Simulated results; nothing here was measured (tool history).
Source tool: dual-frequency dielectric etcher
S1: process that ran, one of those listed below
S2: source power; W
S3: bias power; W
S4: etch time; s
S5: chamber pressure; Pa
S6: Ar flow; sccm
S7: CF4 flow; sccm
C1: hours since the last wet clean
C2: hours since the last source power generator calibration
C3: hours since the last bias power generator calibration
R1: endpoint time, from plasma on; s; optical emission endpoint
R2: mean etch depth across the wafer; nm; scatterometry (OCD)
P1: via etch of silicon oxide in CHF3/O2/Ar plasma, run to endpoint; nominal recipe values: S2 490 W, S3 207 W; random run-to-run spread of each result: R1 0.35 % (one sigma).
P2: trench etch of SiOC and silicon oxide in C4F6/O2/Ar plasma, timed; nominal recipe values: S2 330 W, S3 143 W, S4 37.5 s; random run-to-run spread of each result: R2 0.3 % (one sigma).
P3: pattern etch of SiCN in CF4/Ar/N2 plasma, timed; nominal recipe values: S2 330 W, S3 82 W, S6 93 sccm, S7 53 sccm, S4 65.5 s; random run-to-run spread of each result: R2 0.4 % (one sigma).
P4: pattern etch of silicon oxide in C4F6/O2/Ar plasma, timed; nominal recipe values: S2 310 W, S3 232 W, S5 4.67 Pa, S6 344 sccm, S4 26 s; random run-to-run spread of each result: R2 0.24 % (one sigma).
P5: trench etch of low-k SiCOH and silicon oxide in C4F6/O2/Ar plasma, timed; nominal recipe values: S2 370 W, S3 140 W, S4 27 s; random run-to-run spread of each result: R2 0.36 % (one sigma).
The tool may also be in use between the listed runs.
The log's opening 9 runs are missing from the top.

{"run": 10, "day": 3.692, "S1": "P1", "S2": 490, "S3": 121, "C1": 333.6, "C2": 1429.4, "C3": 1686, "R1": 482.01}
{"run": 11, "day": 4.038, "S1": "P1", "S2": 490, "S3": 207, "C1": 341.9, "C2": 1437.7, "C3": 1694.3, "R1": 405.56}
{"run": 12, "day": 4.479, "S1": "P1", "S2": 490, "S3": 207, "C1": 352.5, "C2": 1448.3, "C3": 1704.9, "R1": 404.37}
{"run": 13, "day": 4.992, "S1": "P3", "S2": 330, "S3": 82, "S4": 48, "S6": 93, "S7": 53, "C1": 364.8, "C2": 1460.6, "C3": 1717.2, "R2": 32.763}
{"run": 14, "day": 5.45, "S1": "P4", "S2": 310, "S3": 274, "S4": 26, "S5": 4.67, "S6": 344, "C1": 375.8, "C2": 1471.6, "C3": 1728.2, "R2": 78.714}
{"run": 15, "day": 5.725, "S1": "P5", "S2": 500, "S3": 140, "S4": 27, "C1": 382.4, "C2": 1478.2, "C3": 1734.8, "R2": 82.785}
{"run": 16, "day": 6.138, "S1": "P1", "S2": 660, "S3": 157, "C1": 392.3, "C2": 1488.1, "C3": 1744.7, "R1": 395.79}
{"run": 17, "day": 6.679, "S1": "P4", "S2": 310, "S3": 232, "S4": 26, "S5": 4.67, "S6": 344, "C1": 405.3, "C2": 1501.1, "C3": 1757.7, "R2": 74.263}
{"run": 18, "day": 7.042, "S1": "P4", "S2": 310, "S3": 232, "S4": 26, "S5": 3.67, "S6": 344, "C1": 414, "C2": 1509.8, "C3": 1766.4, "R2": 76.403}
{"run": 19, "day": 7.496, "S1": "P1", "S2": 330, "S3": 207, "C1": 424.9, "C2": 1520.7, "C3": 1777.3, "R1": 467.78}
{"run": 20, "day": 7.867, "S1": "P3", "S2": 330, "S3": 82, "S4": 65.5, "S6": 93, "S7": 39, "C1": 433.8, "C2": 1529.6, "C3": 1786.2, "R2": 42.481}
{"run": 21, "day": 8.204, "S1": "P3", "S2": 330, "S3": 64, "S4": 65.5, "S6": 93, "S7": 53, "C1": 441.9, "C2": 1537.7, "C3": 1794.3, "R2": 40.811}
{"run": 22, "day": 8.475, "S1": "P1", "S2": 490, "S3": 207, "C1": 448.4, "C2": 1544.2, "C3": 1800.8, "R1": 404.73}
{"run": 23, "day": 8.762, "S1": "P1", "S2": 600, "S3": 267, "C1": 455.3, "C2": 1551.1, "C3": 1807.7, "R1": 341.94}
{"run": 24, "day": 9.125, "S1": "P2", "S2": 330, "S3": 143, "S4": 55.5, "C1": 464, "C2": 1559.8, "C3": 1816.4, "R2": 96.632}
{"run": 25, "day": 9.554, "S1": "P3", "S2": 330, "S3": 82, "S4": 65.5, "S6": 93, "S7": 53, "C1": 474.3, "C2": 1570.1, "C3": 1826.7, "R2": 44.527}

Estimate the outcome of run 26 from the log above:
{"run": 26, "day": 10.079, "S1": "P2", "S2": 330, "S3": 109, "S4": 37.5, "C1": 486.9, "C2": 1582.7, "C3": 1839.3, "R2": "?"}

{"run 26": {"R2": 59.867}}
